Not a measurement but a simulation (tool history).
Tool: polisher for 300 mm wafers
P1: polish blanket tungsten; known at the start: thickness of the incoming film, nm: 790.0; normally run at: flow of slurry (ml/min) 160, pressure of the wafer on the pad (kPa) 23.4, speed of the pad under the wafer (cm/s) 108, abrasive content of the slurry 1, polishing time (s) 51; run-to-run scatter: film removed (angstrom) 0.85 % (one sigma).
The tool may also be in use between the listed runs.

run     day  flow of slurry (ml/min)  pressure of the wafer on the pad (kPa)  speed of the pad under the wafer (cm/s)  abrasive content of the slurry  polishing time (s)  film removed (angstrom)
  1   0.421                      160                                    23.4                                      108                               1                  51                   2662.5
  2   0.933                      160                                    29.6                                      108                            0.55                  51                   2923.4
  3   1.558                      160                                    23.4                                      108                               1                  26                   1380.1
  4   2.275                      160                                    23.4                                      108                               1                  80                   4218.1
  5   3.017                      160                                    23.4                                      108                               1                  51                   2660.8
  6   3.729                      160                                    23.4                                      108                               1                  51                   2632.5
  7   4.058                      160                                      11                                      108                               1                  51                   1253.4
  8   4.725                      160                                    23.4                                      108                             1.3                  51                   2842.7
  9   5.325                      210                                    23.4                                      108                               1                  51                   2795.4
 10   5.688                      160                                    23.4                                      108                               1                  51                   2701.4
      5.846  -- slurry tank refilled with fresh slurry and peroxide
 11   6.329                      160                                    23.4                                      108                               1                  51                   2665.7
      6.362  -- slurry nozzle cleaned
 12   6.879                      160                                    23.4                                      166                               1                  51                   4099.9
 13   7.625                      160                                    32.4                                      108                             1.4                  51                   4014.6
 14   8.183                      160                                    23.4                                      108                               1                  51                   2647.2
 15   8.675                      160                                    23.4                                      108                            0.75                  51                   2491.3
 16   9.092                      160                                    17.9                                      108                               1                  33                   1336.5
 17   9.496                      160                                    23.4                                       56                               1                  51                   1381.1
      9.679  -- worn pad replaced by a new one
 18  10.025                      160                                    35.2                                      108                               1                  51                   4031.3
 19  10.692                       95                                    23.4                                      108                               1                  51                   2399.1
 20  11.283                      160                                    23.4                                      108                               1                  51                   2706.1
 21  11.792                      160                                    23.4                                      108                               1                  51                   2567.8
 22  12.258                      160                                    23.4                                      108                               1                  51                   2521.1
       12.6  -- slurry tank refilled with fresh slurry and peroxide
 23  12.979                      160                                    23.4                                      108                               1                  51                   2481.2
     13.492  -- worn pad replaced by a new one
 24  13.504                      160                                    23.4                                      108                               1                  51                     2456
       13.6  -- slurry blender recalibrated
 25  13.996                      160                                    23.4                                      108                               1                  51                   2464.7
 26  14.354                      160                                    23.4                                      108                               1                  51                   2437.4
 27  14.821                      160                                    23.4                                      108                               1                  51                   2441.4

What P1 gives has crept away from where it was. These 2 causes fit the log equally well, each at the size given:
A: head's pressure below its setpoint, % = 7.61
B: slurry flow missing at the pad, % = 33
The creep began at about day 11.283.
Why every other cause is out:
removal rate lost through wear of the pad, %: serviced at day 13.492, which brought nothing back
abrasive missing from the slurry, %: serviced at day 13.6, which brought nothing back
peroxide lost from the slurry, %: serviced at day 12.6, which brought nothing back

4 check runs are offered, each on 2 wafers whose results are averaged, their results left as question marks. Which one tells the causes apart?
check 1  15.288                      160                                    23.4                                      108                             1.2                  51                        ?
check 2  15.288                      160                                    17.9                                      108                               1                  51                        ?
check 3  15.288                      160                                    15.9                                      108                               1                  51                        ?
check 4  15.288                       95                                    23.4                                      108                               1                  51                        ?

What each check would give under each cause:
  check                   result    if A    if B
check 1  film removed (angstrom)    2572    2572
check 2  film removed (angstrom)  1883.1  1883.1
check 3  film removed (angstrom)  1665.8  1665.8
check 4  film removed (angstrom)  2207.8  2108.5
How far apart the two closest causes lie, in the result that separates them most: check 1 0 %; check 2 0 %; check 3 0 %; check 4 4.6 %
Only check 4 tells the causes apart: in the others they would give nearly the same result.

Check 4 was then run and gave: film removed (angstrom) 2204.1. Which cause is it?

It is A: head's pressure below its setpoint, %.

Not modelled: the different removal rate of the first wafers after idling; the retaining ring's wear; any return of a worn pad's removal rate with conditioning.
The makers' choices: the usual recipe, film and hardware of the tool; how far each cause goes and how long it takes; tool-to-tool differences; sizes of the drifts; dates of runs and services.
